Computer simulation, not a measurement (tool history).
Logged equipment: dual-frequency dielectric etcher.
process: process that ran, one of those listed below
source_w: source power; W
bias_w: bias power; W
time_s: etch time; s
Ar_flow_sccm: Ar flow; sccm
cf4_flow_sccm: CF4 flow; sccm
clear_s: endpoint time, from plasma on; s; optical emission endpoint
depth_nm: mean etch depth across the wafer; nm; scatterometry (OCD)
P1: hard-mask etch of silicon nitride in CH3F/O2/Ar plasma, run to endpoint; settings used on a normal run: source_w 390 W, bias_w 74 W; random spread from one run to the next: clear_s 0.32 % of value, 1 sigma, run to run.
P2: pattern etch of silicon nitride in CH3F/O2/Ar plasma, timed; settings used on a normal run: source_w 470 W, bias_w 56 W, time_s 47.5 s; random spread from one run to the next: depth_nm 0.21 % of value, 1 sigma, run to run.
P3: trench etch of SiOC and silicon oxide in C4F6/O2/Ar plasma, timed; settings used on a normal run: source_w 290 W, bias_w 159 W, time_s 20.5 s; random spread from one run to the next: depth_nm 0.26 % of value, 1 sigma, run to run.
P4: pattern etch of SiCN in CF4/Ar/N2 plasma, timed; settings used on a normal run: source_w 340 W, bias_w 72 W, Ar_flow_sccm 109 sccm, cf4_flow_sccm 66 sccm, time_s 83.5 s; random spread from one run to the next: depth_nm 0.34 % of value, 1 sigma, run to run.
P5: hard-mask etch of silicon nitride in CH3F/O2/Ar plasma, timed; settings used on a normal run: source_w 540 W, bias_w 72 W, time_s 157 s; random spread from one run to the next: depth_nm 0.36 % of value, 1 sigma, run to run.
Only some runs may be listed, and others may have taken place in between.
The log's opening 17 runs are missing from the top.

run	hour	process	source_w	bias_w	time_s	Ar_flow_sccm	cf4_flow_sccm	hours since the last wet clean	hours since the last source power generator calibration	hours since the last bias power generator calibration	clear_s	depth_nm
18	115.1	P5	540	46	157			66.1	857	1800.7		107.2
19	122.2	P3	290	159	20.5			73.2	864.1	1807.8		35.602
20	126.7	P1	390	58				77.7	868.6	1812.3	51.756	
21	134.8	P4	340	72	115	109	66	85.8	876.7	1820.4		74.394
22	141.1	P1	480	74				92.1	883	1826.7	44.204	
23	148.8	P4	340	72	83.5	109	90	99.8	890.7	1834.4		56.604
24	154.3	P4	340	72	83.5	78	66	105.3	896.2	1839.9		56.542
25	160.7	P1	390	74				111.7	902.6	1846.3	47.676	

What will run 26 give?
26	168.9	P4	340	72	83.5	109	66	119.9	910.8	1854.5		?

depth_nm: 53.858 nm

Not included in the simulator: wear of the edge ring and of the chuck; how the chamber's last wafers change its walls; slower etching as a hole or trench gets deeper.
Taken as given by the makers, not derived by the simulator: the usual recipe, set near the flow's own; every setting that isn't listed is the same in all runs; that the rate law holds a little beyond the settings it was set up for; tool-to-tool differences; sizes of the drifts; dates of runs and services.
